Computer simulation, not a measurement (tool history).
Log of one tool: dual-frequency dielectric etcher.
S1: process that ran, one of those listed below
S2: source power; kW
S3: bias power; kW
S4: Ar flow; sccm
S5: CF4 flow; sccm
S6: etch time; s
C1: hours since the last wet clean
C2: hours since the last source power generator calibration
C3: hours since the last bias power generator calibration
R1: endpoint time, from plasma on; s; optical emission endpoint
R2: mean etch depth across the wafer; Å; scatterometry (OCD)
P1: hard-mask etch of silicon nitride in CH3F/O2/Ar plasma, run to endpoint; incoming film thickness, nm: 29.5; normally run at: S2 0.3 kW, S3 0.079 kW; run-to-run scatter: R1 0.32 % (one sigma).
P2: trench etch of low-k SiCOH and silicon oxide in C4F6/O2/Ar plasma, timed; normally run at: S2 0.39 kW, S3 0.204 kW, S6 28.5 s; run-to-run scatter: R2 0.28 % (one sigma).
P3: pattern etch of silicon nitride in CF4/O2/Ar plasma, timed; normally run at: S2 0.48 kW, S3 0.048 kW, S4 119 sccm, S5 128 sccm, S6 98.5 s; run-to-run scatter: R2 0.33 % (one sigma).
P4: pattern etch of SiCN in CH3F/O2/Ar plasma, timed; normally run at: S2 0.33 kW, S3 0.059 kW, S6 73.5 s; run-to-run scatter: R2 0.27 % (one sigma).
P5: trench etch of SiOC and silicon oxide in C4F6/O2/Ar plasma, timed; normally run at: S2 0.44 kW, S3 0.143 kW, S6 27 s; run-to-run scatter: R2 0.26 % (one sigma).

run 1 hour=8.7 | S1=P1 S2=0.3 S3=0.079 | C1=199.6 C2=902.9 C3=889.8 | R1=47.877
run 2 hour=21.5 | S1=P3 S2=0.48 S3=0.048 S4=76 S5=128 S6=98.5 | C1=212.4 C2=915.7 C3=902.6 | R2=1920.2
run 3 hour=28.5 | S1=P2 S2=0.39 S3=0.204 S6=15.5 | C1=219.4 C2=922.7 C3=909.6 | R2=479.82
run 4 hour=37.4 | S1=P1 S2=0.3 S3=0.079 | C1=228.3 C2=931.6 C3=918.5 | R1=48.036
run 5 hour=45.1 | S1=P1 S2=0.3 S3=0.079 | C1=236 C2=939.3 C3=926.2 | R1=48.013
run 6 hour=57.3 | S1=P1 S2=0.42 S3=0.079 | C1=248.2 C2=951.5 C3=938.4 | R1=42.033
run 7 hour=64.1 | S1=P1 S2=0.3 S3=0.049 | C1=255 C2=958.3 C3=945.2 | R1=56.604
run 8 hour=74.9 | S1=P1 S2=0.22 S3=0.079 | C1=265.8 C2=969.1 C3=956 | R1=53.546
run 9 hour=87.4 | S1=P4 S2=0.26 S3=0.059 S6=73.5 | C1=278.3 C2=981.6 C3=968.5 | R2=224.54
run 10 hour=100.7 | S1=P4 S2=0.33 S3=0.059 S6=73.5 | C1=291.6 C2=994.9 C3=981.8 | R2=244.71
run 11 hour=108.8 | S1=P4 S2=0.33 S3=0.059 S6=52 | C1=299.7 C2=1003 C3=989.9 | R2=172.37
run 12 hour=120.8 | S1=P5 S2=0.59 S3=0.143 S6=27 | C1=311.7 C2=1015 C3=1001.9 | R2=586.81
run 13 hour=132.4 | S1=P3 S2=0.48 S3=0.048 S4=119 S5=128 S6=65 | C1=323.3 C2=1026.6 C3=1013.5 | R2=1203.1
run 14 hour=142.3 | S1=P4 S2=0.33 S3=0.079 S6=73.5 | C1=333.2 C2=1036.5 C3=1023.4 | R2=270.89
run 15 hour=151.4 | S1=P2 S2=0.39 S3=0.275 S6=28.5 | C1=342.3 C2=1045.6 C3=1032.5 | R2=973.88
-- hour=160.2 bias power generator calibrated
run 16 hour=162.6 | S1=P3 S2=0.48 S3=0.048 S4=119 S5=91 S6=98.5 | C1=353.5 C2=1056.8 C3=2.5 | R2=1753.4
run 17 hour=174.7 | S1=P1 S2=0.22 S3=0.095 | C1=365.6 C2=1068.9 C3=14.6 | R1=50.274
run 18 hour=185.7 | S1=P5 S2=0.44 S3=0.198 S6=27 | C1=376.6 C2=1079.9 C3=25.6 | R2=577.58
-- hour=195.7 wet clean of the chamber
run 19 hour=196.3 | S1=P1 S2=0.2 S3=0.101 | C1=0.6 C2=1090.5 C3=36.2 | R1=50.789
run 20 hour=205.1 | S1=P1 S2=0.3 S3=0.1 | C1=9.4 C2=1099.3 C3=45 | R1=44.185
run 21 hour=212.5 | S1=P5 S2=0.44 S3=0.143 S6=40 | C1=16.8 C2=1106.7 C3=52.4 | R2=774.73
run 22 hour=221.6 | S1=P1 S2=0.3 S3=0.079 | C1=25.9 C2=1115.8 C3=61.5 | R1=47.852
run 23 hour=231.6 | S1=P5 S2=0.44 S3=0.143 S6=27 | C1=35.9 C2=1125.8 C3=71.5 | R2=524.11
run 24 hour=240.4 | S1=P3 S2=0.48 S3=0.068 S4=119 S5=128 S6=98.5 | C1=44.7 C2=1134.6 C3=80.3 | R2=2091.9
run 25 hour=249.3 | S1=P3 S2=0.61 S3=0.048 S4=119 S5=128 S6=98.5 | C1=53.6 C2=1143.5 C3=89.2 | R2=2252.2
run 26 hour=263.7 | S1=P3 S2=0.48 S3=0.048 S4=119 S5=128 S6=98.5 | C1=68 C2=1157.9 C3=103.6 | R2=1827.3
run 27 hour=274.5 | S1=P2 S2=0.39 S3=0.204 S6=28.5 | C1=78.8 C2=1168.7 C3=114.4 | R2=880.54
run 28 hour=281.7 | S1=P1 S2=0.3 S3=0.079 | C1=86 C2=1175.9 C3=121.6 | R1=47.752
run 29 hour=290.9 | S1=P2 S2=0.55 S3=0.204 S6=28.5 | C1=95.2 C2=1185.1 C3=130.8 | R2=1005.2
run 30 hour=300.2 | S1=P1 S2=0.3 S3=0.079 | C1=104.5 C2=1194.4 C3=140.1 | R1=47.79
run 31 hour=311.3 | S1=P1 S2=0.3 S3=0.079 | C1=115.6 C2=1205.5 C3=151.2 | R1=47.783
run 32 hour=325.6 | S1=P1 S2=0.3 S3=0.079 | C1=129.9 C2=1219.8 C3=165.5 | R1=47.421
run 33 hour=336.1 | S1=P1 S2=0.3 S3=0.079 | C1=140.4 C2=1230.3 C3=176 | R1=47.657
run 34 hour=343.9 | S1=P1 S2=0.3 S3=0.079 | C1=148.2 C2=1238.1 C3=183.8 | R1=47.406
run 35 hour=351 | S1=P1 S2=0.3 S3=0.079 | C1=155.3 C2=1245.2 C3=190.9 | R1=47.187
-- hour=358.6 wet clean of the chamber
run 36 hour=361.1 | S1=P1 S2=0.3 S3=0.079 | C1=2.6 C2=1255.3 C3=201 | R1=47.095
run 37 hour=374.4 | S1=P1 S2=0.3 S3=0.079 | C1=15.9 C2=1268.6 C3=214.3 | R1=47.359
run 38 hour=382.5 | S1=P1 S2=0.3 S3=0.079 | C1=24 C2=1276.7 C3=222.4 | R1=46.836
run 39 hour=395.2 | S1=P1 S2=0.3 S3=0.079 | C1=36.7 C2=1289.4 C3=235.1 | R1=46.799

What P1 gives has crept away from where it was. These 2 causes fit the log equally well, each at the size given:
A: source power that arrives over what is set, % = 4.39
B: bias power that arrives over what is set, % = 4.59
The creep began at about hour 300.2.
Why every other cause is out:
chamber walls in a state that raises the etch rate, %: serviced at hour 358.6, which brought nothing back

4 check runs are offered, each on 2 wafers whose results are averaged, their results left as question marks. Which one tells the causes apart?
run check 1 hour=407.9 | S1=P5 S2=0.44 S3=0.196 S6=34 | R2=?
run check 2 hour=407.9 | S1=P4 S2=0.28 S3=0.074 S6=73.5 | R2=?
run check 3 hour=407.9 | S1=P2 S2=0.39 S3=0.259 S6=17.5 | R2=?
run check 4 hour=407.9 | S1=P3 S2=0.48 S3=0.063 S4=97 S5=128 S6=98.5 | R2=?

What each check would give under each cause:
check=check_1 result=R2 if_A=738.53 if_B=736.87
check=check_2 result=R2 if_A=253.04 if_B=253.15
check=check_3 result=R2 if_A=594.57 if_B=593.95
check=check_4 result=R2 if_A=2151.4 if_B=2108.3
How far apart the two closest causes lie, in the result that separates them most: check 1 0.22 %; check 2 0.04 %; check 3 0.1 %; check 4 2.02 %
Check 4 tells the causes apart: in the others they would give nearly the same result.

Check 4 was then run and gave: R2 2109.7 Å. Which cause is it?

It is B: bias power that arrives over what is set, %.
